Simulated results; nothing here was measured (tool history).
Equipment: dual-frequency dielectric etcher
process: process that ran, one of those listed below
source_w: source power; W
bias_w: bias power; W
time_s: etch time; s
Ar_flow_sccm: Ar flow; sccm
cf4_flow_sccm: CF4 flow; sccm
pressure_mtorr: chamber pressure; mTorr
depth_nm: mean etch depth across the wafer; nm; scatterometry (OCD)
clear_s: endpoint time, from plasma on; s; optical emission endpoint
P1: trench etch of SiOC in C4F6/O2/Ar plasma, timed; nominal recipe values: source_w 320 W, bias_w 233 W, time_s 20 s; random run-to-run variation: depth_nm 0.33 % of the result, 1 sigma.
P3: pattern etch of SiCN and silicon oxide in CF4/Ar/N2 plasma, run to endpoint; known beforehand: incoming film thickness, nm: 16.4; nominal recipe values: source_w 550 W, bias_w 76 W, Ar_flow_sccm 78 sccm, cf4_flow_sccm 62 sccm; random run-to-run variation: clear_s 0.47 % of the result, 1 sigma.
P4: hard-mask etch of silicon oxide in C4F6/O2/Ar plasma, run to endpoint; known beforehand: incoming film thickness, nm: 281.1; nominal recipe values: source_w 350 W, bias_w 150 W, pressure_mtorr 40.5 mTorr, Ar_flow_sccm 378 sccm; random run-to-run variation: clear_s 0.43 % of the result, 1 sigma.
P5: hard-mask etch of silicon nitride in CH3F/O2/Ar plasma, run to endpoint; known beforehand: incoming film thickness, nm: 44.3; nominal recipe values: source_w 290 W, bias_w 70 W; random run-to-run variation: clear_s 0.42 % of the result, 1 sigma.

| run | day | process | source_w | bias_w | time_s | Ar_flow_sccm | cf4_flow_sccm | pressure_mtorr | hours since the last wet clean | hours since the last source power generator calibration | hours since the last bias power generator calibration | depth_nm | clear_s |
|---|---|---|---|---|---|---|---|---|---|---|---|---|---|
| 1 | 0.354 | P1 | 320 | 233 | 20 |  |  |  | 161.8 | 2013.3 | 588.3 | 41.388 |  |
| 2 | 0.625 | P3 | 780 | 76 |  | 78 | 62 |  | 168.3 | 2019.8 | 594.8 |  | 11.321 |
| 3 | 0.929 | P1 | 240 | 233 | 20 |  |  |  | 175.6 | 2027.1 | 602.1 | 37.114 |  |
| 4 | 1.229 | P4 | 350 | 97 |  | 378 |  | 40.5 | 182.8 | 2034.3 | 609.3 |  | 121.1 |
| 5 | 1.4 | P4 | 460 | 150 |  | 378 |  | 40.5 | 186.9 | 2038.4 | 613.4 |  | 95.563 |
| 6 | 1.75 | P4 | 350 | 150 |  | 378 |  | 40.5 | 195.3 | 2046.8 | 621.8 |  | 105.48 |
| 7 | 1.962 | P1 | 320 | 233 | 20 |  |  |  | 200.4 | 2051.9 | 626.9 | 41.362 |  |
| 8 | 2.267 | P5 | 290 | 70 |  |  |  |  | 207.7 | 2059.2 | 634.2 |  | 73.647 |
| 9 | 2.5 | P1 | 320 | 233 | 29.5 |  |  |  | 213.3 | 2064.8 | 639.8 | 60.964 |  |
| 10 | 2.817 | P1 | 320 | 233 | 20 |  |  |  | 220.9 | 2072.4 | 647.4 | 41.463 |  |
| 11 | 3.083 | P1 | 320 | 319 | 20 |  |  |  | 227.3 | 2078.8 | 653.8 | 46.17 |  |
| 12 | 3.304 | P1 | 410 | 233 | 20 |  |  |  | 232.6 | 2084.1 | 659.1 | 45.561 |  |
| 13 | 3.512 | P1 | 430 | 175 | 20 |  |  |  | 237.6 | 2089.1 | 664.1 | 42.571 |  |
| 14 | 3.862 | P1 | 320 | 159 | 15.5 |  |  |  | 246 | 2097.5 | 672.5 | 28.345 |  |
| 15 | 4.129 | P5 | 230 | 70 |  |  |  |  | 252.4 | 2103.9 | 678.9 |  | 79.791 |
| 16 | 4.333 | P3 | 550 | 98 |  | 78 | 62 |  | 257.3 | 2108.8 | 683.8 |  | 14.162 |
| 17 | 4.638 | P1 | 320 | 233 | 15 |  |  |  | 264.6 | 2116.1 | 691.1 | 31.104 |  |
| 18 | 4.996 | P5 | 290 | 54 |  |  |  |  | 273.2 | 2124.7 | 699.7 |  | 79.767 |
| 19 | 5.225 | P3 | 550 | 76 |  | 78 | 40 |  | 278.7 | 2130.2 | 705.2 |  | 16.438 |
| 20 | 5.433 | P1 | 320 | 233 | 20 |  |  |  | 283.7 | 2135.2 | 710.2 | 41.35 |  |

Predict the results of run 21:
| 21 | 5.633 | P1 | 320 | 174 | 20 |  |  |  | 288.5 | 2140 | 715 | ? |  |

{"run 21": {"depth_nm": 37.564}}
